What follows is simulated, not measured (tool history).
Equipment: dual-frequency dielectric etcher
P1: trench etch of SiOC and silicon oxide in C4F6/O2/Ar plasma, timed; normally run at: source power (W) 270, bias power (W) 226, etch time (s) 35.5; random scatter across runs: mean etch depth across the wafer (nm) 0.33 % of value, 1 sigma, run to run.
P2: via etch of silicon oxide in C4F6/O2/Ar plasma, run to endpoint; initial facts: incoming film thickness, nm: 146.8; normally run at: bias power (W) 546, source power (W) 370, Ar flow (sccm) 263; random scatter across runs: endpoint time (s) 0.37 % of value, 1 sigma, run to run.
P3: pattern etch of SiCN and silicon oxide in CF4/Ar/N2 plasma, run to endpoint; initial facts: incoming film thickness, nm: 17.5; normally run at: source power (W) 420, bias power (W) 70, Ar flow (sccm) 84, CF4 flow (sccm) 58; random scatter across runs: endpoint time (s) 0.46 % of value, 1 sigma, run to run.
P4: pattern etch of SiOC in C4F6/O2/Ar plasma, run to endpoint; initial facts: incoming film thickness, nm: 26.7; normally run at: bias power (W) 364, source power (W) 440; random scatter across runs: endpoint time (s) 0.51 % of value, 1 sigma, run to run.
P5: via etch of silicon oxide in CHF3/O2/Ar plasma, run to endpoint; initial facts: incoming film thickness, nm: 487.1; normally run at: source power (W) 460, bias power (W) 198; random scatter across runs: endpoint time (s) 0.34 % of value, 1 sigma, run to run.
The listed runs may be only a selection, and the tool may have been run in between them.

run,hour,process that ran,source power (W),bias power (W),etch time (s),Ar flow (sccm),CF4 flow (sccm),hours since the last wet clean,hours since the last source power generator calibration,hours since the last bias power generator calibration,mean etch depth across the wafer (nm),endpoint time (s)
1,7.2,P1,270,226,35.5,,,141.0,3157.1,632.8,66.400,
2,18.1,P1,270,226,26.5,,,151.9,3168.0,643.7,49.623,
3,25.7,P3,420,70,,84,58,159.5,3175.6,651.3,,21.8110
4,38.2,P3,420,70,,50,58,172.0,3188.1,663.8,,20.0150
5,46.2,P3,420,70,,84,58,180.0,3196.1,671.8,,21.5650
6,52.8,P1,270,226,35.5,,,186.6,3202.7,678.4,66.700,
7,64.5,P1,270,226,35.5,,,198.3,3214.4,690.1,66.434,
8,77.8,P2,370,546,,263,,211.6,3227.7,703.4,,32.1960
9,90.9,P1,270,182,47.0,,,224.7,3240.8,716.5,82.581,
10,102.8,P2,370,729,,263,,236.6,3252.7,728.4,,28.9360
11,116.8,P5,460,281,,,,250.6,3266.7,742.4,,236.1200
12,124.9,P1,270,275,35.5,,,258.7,3274.8,750.5,71.019,
13,132.3,P2,230,546,,263,,266.1,3282.2,757.9,,38.5140
14,140.6,P3,420,52,,84,58,274.4,3290.5,766.2,,23.6960
15,147.2,P4,440,437,,,,281.0,3297.1,772.8,,8.9718
16,154.4,P3,420,70,,84,79,288.2,3304.3,780.0,,20.5030
17,166.2,P1,190,226,35.5,,,300.0,3316.1,791.8,58.007,
18,179.2,P3,260,70,,84,58,313.0,3329.1,804.8,,32.6510
19,193.1,P5,460,198,,,,326.9,3343.0,818.7,,268.4800
20,204.5,P1,270,226,35.5,,,338.3,3354.4,830.1,66.240,
21,214.8,P2,370,546,,352,,348.6,3364.7,840.4,,33.4280
22,222.6,P1,270,226,44.0,,,356.4,3372.5,848.2,82.309,
23,229.7,P1,270,174,35.5,,,363.5,3379.6,855.3,60.850,
24,237.8,P4,600,364,,,,371.6,3387.7,863.4,,8.4027
25,252.6,P1,320,226,35.5,,,386.4,3402.5,878.2,71.076,
26,259.9,P1,270,226,35.5,,,393.7,3409.8,885.5,66.915,
27,272.1,P1,270,226,35.5,,,405.9,3422.0,897.7,66.771,
28,284.5,P4,440,364,,,,418.3,3434.4,910.1,,9.4660
29,296.7,P5,290,198,,,,430.5,3446.6,922.3,,317.2000
30,304.2,P1,270,226,35.5,,,438.0,3454.1,929.8,66.517,
31,316.5,P1,270,226,35.5,,,450.3,3466.4,942.1,67.308,
32,324.4,P1,270,226,35.5,,,458.2,3474.3,950.0,67.335,
# hour 325.0: wet clean of the chamber
33,331.8,P1,270,226,35.5,,,6.9,3481.7,957.4,67.547,
34,340.1,P1,270,226,35.5,,,15.2,3490.0,965.7,67.080,
35,352.8,P1,270,226,35.5,,,27.9,3502.7,978.4,67.634,
36,362.9,P1,270,226,35.5,,,38.0,3512.8,988.5,67.479,

P1 no longer gives what it gave before; its output has crept away from where it was. The following 2 causes, each at its listed size, fit the log equally well:
A: source power that arrives over what is set, % = 4.37
B: bias power that arrives over what is set, % = 4.88
The drift started at roughly hour 304.2.
Ruled out, with reasons:
chamber walls in a state that raises the etch rate, %: maintenance at hour 325.0, after the shift began, did not return the process to its former output

The list below offers 4 check runs, each averaging the results of 3 wafers, and shows each result as a question mark. For which of them would the listed causes give clearly different results?
check 1,373.0,P2,320,546,,336,,,,,,?
check 2,373.0,P3,420,70,,52,58,,,,,?
check 3,373.0,P4,590,433,,,,,,,,?
check 4,373.0,P5,360,198,,,,,,,,?

What each check would give under each cause:
check,result,if A,if B
check 1,endpoint time (s),34.4640,34.3740
check 2,endpoint time (s),19.4250,19.8750
check 3,endpoint time (s),7.8501,7.8413
check 4,endpoint time (s),287.5100,287.2700
Smallest distance between any two causes, each pair judged by its most separating result, in per cent: check 1 0.26 %; check 2 2.29 %; check 3 0.11 %; check 4 0.08 %
Only check 2 tells the causes apart: in the others they would give nearly the same result.

Then check 2 was run and gave: endpoint time (s) 19.3820. Which cause is it?

Of the candidate causes, it is A: source power that arrives over what is set, %.

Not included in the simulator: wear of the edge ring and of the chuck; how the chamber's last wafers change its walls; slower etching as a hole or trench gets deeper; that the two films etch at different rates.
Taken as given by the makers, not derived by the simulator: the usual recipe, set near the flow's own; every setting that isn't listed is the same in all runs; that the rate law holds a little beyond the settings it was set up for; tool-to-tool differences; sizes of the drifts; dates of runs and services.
